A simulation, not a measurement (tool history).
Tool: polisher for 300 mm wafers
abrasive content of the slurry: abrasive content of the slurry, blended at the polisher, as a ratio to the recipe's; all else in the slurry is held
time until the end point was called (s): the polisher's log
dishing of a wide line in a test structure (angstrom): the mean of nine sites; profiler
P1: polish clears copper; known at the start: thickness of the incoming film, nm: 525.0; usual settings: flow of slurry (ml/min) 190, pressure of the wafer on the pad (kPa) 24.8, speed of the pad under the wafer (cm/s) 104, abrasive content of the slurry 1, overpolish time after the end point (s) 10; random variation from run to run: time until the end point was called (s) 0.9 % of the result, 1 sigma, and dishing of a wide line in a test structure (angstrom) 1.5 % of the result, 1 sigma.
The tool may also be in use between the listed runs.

run	hour	flow of slurry (ml/min)	pressure of the wafer on the pad (kPa)	speed of the pad under the wafer (cm/s)	abrasive content of the slurry	overpolish time after the end point (s)	wafers polished on this pad	hours since the slurry nozzle was cleaned	hours since the head pressure was calibrated	hours since the slurry blender was calibrated	time until the end point was called (s)	dishing of a wide line in a test structure (angstrom)
1	12.3	190	24.8	104	1	10	334	86.4	446.4	172.3	136.03	266.3
2	27.7	190	24.8	104	1	10	435	101.8	461.8	187.7	138.98	252.49
3	39.3	190	24.8	104	0.55	10	511	113.4	473.4	199.3	158.32	231.75
4	53.3	190	24.8	104	1	3	602	127.4	487.4	213.3	137.66	85.647
5	66.7	190	14.5	104	1	10	690	140.8	500.8	226.7	237.38	153.74
6	75.9	190	24.8	104	1	10	750	150	510	235.9	140.66	258.17
7	85.9	190	24.8	104	1	10	815	160	520	245.9	136.03	251.92
8	100	190	24.8	104	1	10	907	174.1	534.1	260	136.57	254.82
9	110.4	190	34.5	104	1	10	975	184.5	544.5	270.4	99.597	348
10	120.1	290	24.8	104	1	10	1039	194.2	554.2	280.1	130.15	268.03
11	129.5	190	24.8	48	1	10	1100	203.6	563.6	289.5	298.49	131.88
12	145.5	190	24.8	104	1.4	16	1205	219.6	579.6	305.5	129.02	396.32
13	160	190	24.8	158	1	10	1299	234.1	594.1	320	90.306	355.82
14	174.3	190	24.8	104	1.5	10	1393	248.4	608.4	334.3	127.84	284.44
15	188.3	190	24.8	104	1	19	1484	262.4	622.4	348.3	135.98	421.42
16	197.2	115	24.8	104	1	10	1543	271.3	631.3	357.2	150.65	243.17
17	206	190	24.8	104	1	10	1600	280.1	640.1	366	137.64	247.09
18	221.3	190	24.8	104	1	10	1700	295.4	655.4	381.3	143.15	247.24
19	237.3	190	24.8	104	1	10	1805	311.4	671.4	397.3	145.15	244.37
# hour 242: head pressure recalibrated
20	245.6	190	24.8	104	1	10	1859	319.7	3.7	405.6	146.67	237.71
21	258.4	190	24.8	104	1	10	1942	332.5	16.5	418.4	150.94	242.27

Forecast run 22:
# hour 259: slurry blender recalibrated
22	275.3	190	24.8	104	1	10	2053	349.4	33.4	16.4	?	?

{"run 22": {"time until the end point was called (s)": 149.22, "dishing of a wide line in a test structure (angstrom)": 240.87}}

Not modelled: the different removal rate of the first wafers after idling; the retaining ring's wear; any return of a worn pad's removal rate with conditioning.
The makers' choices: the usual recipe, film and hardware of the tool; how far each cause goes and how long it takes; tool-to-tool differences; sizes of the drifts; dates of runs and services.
